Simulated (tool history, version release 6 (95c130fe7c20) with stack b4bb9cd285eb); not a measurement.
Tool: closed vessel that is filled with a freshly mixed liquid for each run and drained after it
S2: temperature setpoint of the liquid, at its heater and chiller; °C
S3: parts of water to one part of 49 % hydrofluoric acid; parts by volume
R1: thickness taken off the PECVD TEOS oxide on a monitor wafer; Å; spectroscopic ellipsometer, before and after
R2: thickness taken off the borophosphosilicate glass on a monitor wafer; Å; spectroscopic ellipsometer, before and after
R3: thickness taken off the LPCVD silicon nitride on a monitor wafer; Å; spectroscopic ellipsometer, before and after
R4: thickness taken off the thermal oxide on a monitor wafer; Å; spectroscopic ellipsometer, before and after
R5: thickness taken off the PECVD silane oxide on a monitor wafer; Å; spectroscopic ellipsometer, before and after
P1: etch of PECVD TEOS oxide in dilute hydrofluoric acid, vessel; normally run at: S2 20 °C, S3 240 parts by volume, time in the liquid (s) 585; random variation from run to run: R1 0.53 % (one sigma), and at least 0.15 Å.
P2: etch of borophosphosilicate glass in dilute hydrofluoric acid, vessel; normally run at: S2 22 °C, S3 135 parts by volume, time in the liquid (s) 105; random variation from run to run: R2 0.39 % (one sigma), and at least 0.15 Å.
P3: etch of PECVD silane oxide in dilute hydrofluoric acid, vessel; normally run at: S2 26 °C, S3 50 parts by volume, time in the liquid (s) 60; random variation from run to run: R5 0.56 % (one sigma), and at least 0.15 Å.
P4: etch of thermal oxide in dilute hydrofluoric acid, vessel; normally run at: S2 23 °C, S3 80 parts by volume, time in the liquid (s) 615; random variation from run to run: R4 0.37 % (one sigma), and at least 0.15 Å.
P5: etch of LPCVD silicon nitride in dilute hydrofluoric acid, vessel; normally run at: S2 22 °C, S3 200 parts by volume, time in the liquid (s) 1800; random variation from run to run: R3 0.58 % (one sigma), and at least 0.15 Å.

Run 1, hour 13.6: process that ran P1, S2 20 °C, S3 240 parts by volume, time in the liquid (s) 585. Result: R1 343.29 Å.
Run 2, hour 31: process that ran P1, S2 17 °C, S3 240 parts by volume, time in the liquid (s) 585. Result: R1 304.98 Å.
Run 3, hour 39.1: process that ran P2, S2 29 °C, S3 135 parts by volume, time in the liquid (s) 105. Result: R2 541.94 Å.
Run 4, hour 51.6: process that ran P1, S2 20 °C, S3 370 parts by volume, time in the liquid (s) 585. Result: R1 199.23 Å.
Run 5, hour 64.6: process that ran P5, S2 22 °C, S3 200 parts by volume, time in the liquid (s) 1800. Result: R3 35.355 Å.
Run 6, hour 79.3: process that ran P1, S2 20 °C, S3 240 parts by volume, time in the liquid (s) 585. Result: R1 347.99 Å.
Run 7, hour 95: process that ran P1, S2 20 °C, S3 240 parts by volume, time in the liquid (s) 200. Result: R1 117.67 Å.
Run 8, hour 110.5: process that ran P2, S2 22 °C, S3 135 parts by volume, time in the liquid (s) 105. Result: R2 416.04 Å.
Run 9, hour 122: process that ran P2, S2 22 °C, S3 205 parts by volume, time in the liquid (s) 105. Result: R2 254.05 Å.
Run 10, hour 132.2: process that ran P1, S2 20 °C, S3 240 parts by volume, time in the liquid (s) 585. Result: R1 345.92 Å.
Run 11, hour 146.7: process that ran P4, S2 23 °C, S3 80 parts by volume, time in the liquid (s) 615. Result: R4 363.37 Å.
Run 12, hour 164.2: process that ran P1, S2 20 °C, S3 90 parts by volume, time in the liquid (s) 585. Result: R1 1076.3 Å.
Run 13, hour 179.7: process that ran P4, S2 17.5 °C, S3 80 parts by volume, time in the liquid (s) 615. Result: R4 289.56 Å.
Run 14, hour 190.9: process that ran P5, S2 22 °C, S3 110 parts by volume, time in the liquid (s) 1800. Result: R3 63.196 Å.
Run 15, hour 199.3: process that ran P3, S2 26 °C, S3 50 parts by volume, time in the liquid (s) 60. Result: R5 375.7 Å.
Run 16, hour 209.3: process that ran P3, S2 26 °C, S3 50 parts by volume, time in the liquid (s) 30. Result: R5 189.32 Å.
Run 17, hour 219.2: process that ran P1, S2 20 °C, S3 240 parts by volume, time in the liquid (s) 585. Result: R1 341.67 Å.
Run 18, hour 234.8: process that ran P2, S2 22 °C, S3 135 parts by volume, time in the liquid (s) 180. Result: R2 709.98 Å.
Run 19, hour 250.5: process that ran P4, S2 23 °C, S3 135 parts by volume, time in the liquid (s) 615. Result: R4 202.57 Å.
Run 20, hour 263: process that ran P3, S2 26 °C, S3 75 parts by volume, time in the liquid (s) 60. Result: R5 244.68 Å.
Run 21, hour 278.2: process that ran P1, S2 27.5 °C, S3 240 parts by volume, time in the liquid (s) 585. Result: R1 447.78 Å.
Run 22, hour 294.7: process that ran P5, S2 22 °C, S3 200 parts by volume, time in the liquid (s) 3350. Result: R3 66.538 Å.
Run 23, hour 311.7: process that ran P1, S2 26 °C, S3 150 parts by volume, time in the liquid (s) 585. Result: R1 758.56 Å.
Run 24, hour 321.7: process that ran P5, S2 17 °C, S3 200 parts by volume, time in the liquid (s) 1800. Result: R3 25.298 Å.
Run 25, hour 330.9: process that ran P1, S2 20 °C, S3 320 parts by volume, time in the liquid (s) 925. Result: R1 381.35 Å.
Run 26, hour 347: process that ran P1, S2 20 °C, S3 240 parts by volume, time in the liquid (s) 920. Result: R1 539.58 Å.
Run 27, hour 363.6: process that ran P1, S2 20 °C, S3 240 parts by volume, time in the liquid (s) 585. Result: R1 348.73 Å.
Run 28, hour 374: process that ran P4, S2 23 °C, S3 80 parts by volume, time in the liquid (s) 75. Result: R4 44.639 Å.
Run 29, hour 391.9: process that ran P4, S2 23 °C, S3 80 parts by volume, time in the liquid (s) 615. Result: R4 366.44 Å.
Run 30, hour 407.2: process that ran P3, S2 19 °C, S3 50 parts by volume, time in the liquid (s) 60. Result: R5 282.78 Å.
Run 31, hour 423.8: process that ran P1, S2 20 °C, S3 240 parts by volume, time in the liquid (s) 585. Result: R1 342.98 Å.
Run 32, hour 439.9: process that ran P1, S2 20 °C, S3 240 parts by volume, time in the liquid (s) 585. Result: R1 355.08 Å.
Run 33, hour 456.4: process that ran P1, S2 20 °C, S3 240 parts by volume, time in the liquid (s) 585. Result: R1 360.54 Å.
Run 34, hour 473.2: process that ran P1, S2 20 °C, S3 240 parts by volume, time in the liquid (s) 585. Result: R1 365.03 Å.
Run 35, hour 484: process that ran P1, S2 20 °C, S3 240 parts by volume, time in the liquid (s) 585. Result: R1 362.29 Å.
Run 36, hour 497.1: process that ran P1, S2 20 °C, S3 240 parts by volume, time in the liquid (s) 585. Result: R1 367.57 Å.
Run 37, hour 510.8: process that ran P1, S2 20 °C, S3 240 parts by volume, time in the liquid (s) 585. Result: R1 366.97 Å.
Run 38, hour 522.1: process that ran P1, S2 20 °C, S3 240 parts by volume, time in the liquid (s) 585. Result: R1 369.2 Å.
Run 39, hour 535.8: process that ran P1, S2 20 °C, S3 240 parts by volume, time in the liquid (s) 585. Result: R1 366.12 Å.

What P1 gives has crept away from where it was. These 2 causes fit the log equally well, each at the size given:
A: liquid hotter than its thermometer reads (K) = 1.84
B: hydrofluoric acid flow above the setpoint (%) = 5.79
The creep began at about hour 423.8.

4 check runs are offered, one wafer each, their results left as question marks. Which one tells the causes apart?
Run check 1, hour 549.5: process that ran P2, S2 26.5 °C, S3 135 parts by volume, time in the liquid (s) 175. Result: R2 ?.
Run check 2, hour 549.5: process that ran P5, S2 17 °C, S3 200 parts by volume, time in the liquid (s) 3340. Result: R3 ?.
Run check 3, hour 549.5: process that ran P4, S2 23 °C, S3 105 parts by volume, time in the liquid (s) 80. Result: R4 ?.
Run check 4, hour 549.5: process that ran P3, S2 23 °C, S3 70 parts by volume, time in the liquid (s) 60. Result: R5 ?.

What each check would give under each cause:
  check  result    if A    if B
check 1      R2  882.03  879.18
check 2      R3  53.315  49.755
check 3      R4  37.608  37.253
check 4      R5  252.37  248.99
How far apart the two closest causes lie, in the result that separates them most: check 1 0.32 %; check 2 6.91 %; check 3 0.95 %; check 4 1.35 %
Only check 2 tells the causes apart: in the others they would give nearly the same result.

Then check 2 was run and gave: R3 49.527 Å. Which cause is it?

It is B: hydrofluoric acid flow above the setpoint (%).
